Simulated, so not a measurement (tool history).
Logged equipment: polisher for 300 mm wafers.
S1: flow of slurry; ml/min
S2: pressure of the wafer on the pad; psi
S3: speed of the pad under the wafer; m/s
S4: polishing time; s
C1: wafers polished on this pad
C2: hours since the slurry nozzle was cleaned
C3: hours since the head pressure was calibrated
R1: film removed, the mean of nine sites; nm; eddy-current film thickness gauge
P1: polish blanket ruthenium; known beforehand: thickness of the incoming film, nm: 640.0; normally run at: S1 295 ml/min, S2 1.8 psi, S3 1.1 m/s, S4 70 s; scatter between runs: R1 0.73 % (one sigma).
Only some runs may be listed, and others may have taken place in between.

run 1 hour=14.6 | S1=295 S2=1.8 S3=1.1 S4=70 | C1=658 C2=645.7 C3=678.6 | R1=69.238
run 2 hour=28.4 | S1=295 S2=1.8 S3=1.6 S4=70 | C1=833 C2=659.5 C3=692.4 | R1=103.27
run 3 hour=42.7 | S1=295 S2=1.8 S3=0.64 S4=70 | C1=1013 C2=673.8 C3=706.7 | R1=40.756
run 4 hour=59.2 | S1=295 S2=1.8 S3=1.1 S4=70 | C1=1222 C2=690.3 C3=723.2 | R1=70.192
run 5 hour=75.9 | S1=295 S2=1.8 S3=1.1 S4=88 | C1=1433 C2=707 C3=739.9 | R1=87.425
run 6 hour=84.9 | S1=295 S2=1.8 S3=1.1 S4=38 | C1=1547 C2=716 C3=748.9 | R1=38.589
run 7 hour=94.2 | S1=430 S2=1.8 S3=1.1 S4=70 | C1=1664 C2=725.3 C3=758.2 | R1=71.92
run 8 hour=102.4 | S1=295 S2=1.8 S3=0.7 S4=90 | C1=1768 C2=733.5 C3=766.4 | R1=57.075
run 9 hour=119.8 | S1=295 S2=1.8 S3=1.1 S4=70 | C1=1988 C2=750.9 C3=783.8 | R1=69.602
run 10 hour=137 | S1=175 S2=1.8 S3=1.1 S4=70 | C1=2205 C2=768.1 C3=801 | R1=66.88
run 11 hour=146.9 | S1=295 S2=0.8 S3=1.1 S4=70 | C1=2330 C2=778 C3=810.9 | R1=31.273
run 12 hour=159.8 | S1=420 S2=1.8 S3=1.4 S4=70 | C1=2493 C2=790.9 C3=823.8 | R1=91.336
run 13 hour=168.4 | S1=295 S2=1.8 S3=1.1 S4=70 | C1=2602 C2=799.5 C3=832.4 | R1=69.956
run 14 hour=184.9 | S1=295 S2=1.8 S3=1.1 S4=70 | C1=2810 C2=816 C3=848.9 | R1=70.678

What does the tool deliver on the next run?
run 15 hour=198.7 | S1=295 S2=2.8 S3=1.1 S4=70 | C1=2984 C2=829.8 C3=862.7 | R1=?

{"run 15": {"R1": 109.81}}
